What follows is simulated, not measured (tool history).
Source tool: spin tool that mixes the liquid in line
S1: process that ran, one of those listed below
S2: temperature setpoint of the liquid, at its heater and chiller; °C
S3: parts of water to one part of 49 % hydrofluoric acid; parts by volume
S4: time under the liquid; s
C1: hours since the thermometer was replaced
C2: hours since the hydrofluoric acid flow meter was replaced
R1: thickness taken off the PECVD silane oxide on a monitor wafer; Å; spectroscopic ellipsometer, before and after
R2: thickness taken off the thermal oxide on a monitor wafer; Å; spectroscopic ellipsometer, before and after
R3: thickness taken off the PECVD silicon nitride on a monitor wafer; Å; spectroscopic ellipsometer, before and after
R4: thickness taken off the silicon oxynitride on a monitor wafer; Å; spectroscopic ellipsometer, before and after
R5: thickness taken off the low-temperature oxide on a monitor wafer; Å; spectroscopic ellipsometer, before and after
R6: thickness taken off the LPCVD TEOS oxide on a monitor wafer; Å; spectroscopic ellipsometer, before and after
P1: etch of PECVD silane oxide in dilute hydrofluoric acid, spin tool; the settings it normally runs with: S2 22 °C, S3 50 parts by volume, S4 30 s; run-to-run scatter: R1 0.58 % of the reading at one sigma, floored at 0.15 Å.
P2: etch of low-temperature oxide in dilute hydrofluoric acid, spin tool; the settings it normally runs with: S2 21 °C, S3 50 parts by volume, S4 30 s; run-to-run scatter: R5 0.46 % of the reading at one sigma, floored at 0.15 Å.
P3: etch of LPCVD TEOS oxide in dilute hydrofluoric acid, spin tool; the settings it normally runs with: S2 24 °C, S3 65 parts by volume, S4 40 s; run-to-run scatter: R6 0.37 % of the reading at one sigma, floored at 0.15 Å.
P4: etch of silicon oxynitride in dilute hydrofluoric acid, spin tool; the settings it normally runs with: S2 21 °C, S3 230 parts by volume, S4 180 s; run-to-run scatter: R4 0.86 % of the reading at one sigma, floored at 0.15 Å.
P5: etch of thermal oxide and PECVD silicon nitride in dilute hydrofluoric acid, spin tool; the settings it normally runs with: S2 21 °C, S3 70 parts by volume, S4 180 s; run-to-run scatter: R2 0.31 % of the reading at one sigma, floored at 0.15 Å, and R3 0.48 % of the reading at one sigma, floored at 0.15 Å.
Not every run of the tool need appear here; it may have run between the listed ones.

run 1 hour=10.7 | S1=P1 S2=22 S3=50 S4=30 | C1=1056 C2=358.8 | R1=215.08
run 2 hour=19.1 | S1=P5 S2=21 S3=70 S4=265 | C1=1064.4 C2=367.2 | R2=160.09 R3=122.99
run 3 hour=27 | S1=P4 S2=21 S3=40 S4=180 | C1=1072.3 C2=375.1 | R4=180.98
run 4 hour=35.8 | S1=P1 S2=22 S3=50 S4=30 | C1=1081.1 C2=383.9 | R1=215.67
run 5 hour=44.5 | S1=P5 S2=21 S3=100 S4=180 | C1=1089.8 C2=392.6 | R2=73.956 R3=59.484
run 6 hour=53.6 | S1=P1 S2=22 S3=50 S4=30 | C1=1098.9 C2=401.7 | R1=216.8
run 7 hour=63 | S1=P2 S2=21 S3=50 S4=65 | C1=1108.3 C2=411.1 | R5=205.77
run 8 hour=72.4 | S1=P1 S2=22 S3=50 S4=15 | C1=1117.7 C2=420.5 | R1=107.89
run 9 hour=78.8 | S1=P1 S2=22 S3=75 S4=15 | C1=1124.1 C2=426.9 | R1=70.248
run 10 hour=86.9 | S1=P5 S2=21 S3=70 S4=180 | C1=1132.2 C2=435 | R2=109.01 R3=83.981
run 11 hour=97.8 | S1=P4 S2=21 S3=230 S4=80 | C1=1143.1 C2=445.9 | R4=11.735
run 12 hour=105.5 | S1=P4 S2=27 S3=230 S4=180 | C1=1150.8 C2=453.6 | R4=35.043
run 13 hour=116.8 | S1=P1 S2=22 S3=50 S4=65 | C1=1162.1 C2=464.9 | R1=474.48
run 14 hour=124.8 | S1=P3 S2=24 S3=65 S4=40 | C1=1170.1 C2=472.9 | R6=108.06
run 15 hour=133.1 | S1=P2 S2=21 S3=50 S4=30 | C1=1178.4 C2=481.2 | R5=96.231
run 16 hour=143.1 | S1=P1 S2=22 S3=50 S4=30 | C1=1188.4 C2=491.2 | R1=218.55
run 17 hour=149.6 | S1=P1 S2=17 S3=50 S4=45 | C1=1194.9 C2=497.7 | R1=261.14
run 18 hour=159.1 | S1=P4 S2=21 S3=230 S4=180 | C1=1204.4 C2=507.2 | R4=26.945
run 19 hour=165.4 | S1=P4 S2=21 S3=230 S4=180 | C1=1210.7 C2=513.5 | R4=26.972
run 20 hour=174.3 | S1=P3 S2=24 S3=65 S4=15 | C1=1219.6 C2=522.4 | R6=40.912
run 21 hour=183.6 | S1=P1 S2=22 S3=80 S4=30 | C1=1228.9 C2=531.7 | R1=130.55
run 22 hour=190.9 | S1=P1 S2=22 S3=50 S4=30 | C1=1236.2 C2=539 | R1=216.36
run 23 hour=200.6 | S1=P5 S2=17 S3=70 S4=180 | C1=1245.9 C2=548.7 | R2=92.368 R3=63.4
run 24 hour=210.8 | S1=P1 S2=22 S3=50 S4=30 | C1=1256.1 C2=558.9 | R1=216.57
run 25 hour=221.7 | S1=P2 S2=21 S3=85 S4=30 | C1=1267 C2=569.8 | R5=54.252
run 26 hour=229 | S1=P1 S2=17 S3=50 S4=30 | C1=1274.3 C2=577.1 | R1=174.52
run 27 hour=236.5 | S1=P1 S2=25.5 S3=50 S4=15 | C1=1281.8 C2=584.6 | R1=125.42
run 28 hour=242.5 | S1=P3 S2=17 S3=65 S4=40 | C1=1287.8 C2=590.6 | R6=81.117
run 29 hour=250.9 | S1=P1 S2=22 S3=20 S4=30 | C1=1296.2 C2=599 | R1=559.73
run 30 hour=258.2 | S1=P1 S2=28 S3=50 S4=30 | C1=1303.5 C2=606.3 | R1=275.62
run 31 hour=266 | S1=P3 S2=24 S3=65 S4=40 | C1=1311.3 C2=614.1 | R6=109.39
run 32 hour=271 | S1=P2 S2=17 S3=50 S4=30 | C1=1316.3 C2=619.1 | R5=80.799
run 33 hour=280.9 | S1=P3 S2=24 S3=20 S4=40 | C1=1326.2 C2=629 | R6=372.58
run 34 hour=291.6 | S1=P1 S2=22 S3=50 S4=30 | C1=1336.9 C2=639.7 | R1=214.6
run 35 hour=298.3 | S1=P1 S2=22 S3=50 S4=30 | C1=1343.6 C2=646.4 | R1=220.13
run 36 hour=308.8 | S1=P1 S2=22 S3=50 S4=30 | C1=1354.1 C2=656.9 | R1=223.28
run 37 hour=317.2 | S1=P1 S2=22 S3=50 S4=30 | C1=1362.5 C2=665.3 | R1=227.73
run 38 hour=326 | S1=P1 S2=22 S3=50 S4=30 | C1=1371.3 C2=674.1 | R1=229.48
run 39 hour=335.8 | S1=P1 S2=22 S3=50 S4=30 | C1=1381.1 C2=683.9 | R1=230.68
run 40 hour=344.6 | S1=P1 S2=22 S3=50 S4=30 | C1=1389.9 C2=692.7 | R1=233.42

Predict the results of run 41:
run 41 hour=350.5 | S1=P1 S2=22 S3=50 S4=30 | C1=1395.8 C2=698.6 | R1=?

Run 41 gave R1 233.01 Å.

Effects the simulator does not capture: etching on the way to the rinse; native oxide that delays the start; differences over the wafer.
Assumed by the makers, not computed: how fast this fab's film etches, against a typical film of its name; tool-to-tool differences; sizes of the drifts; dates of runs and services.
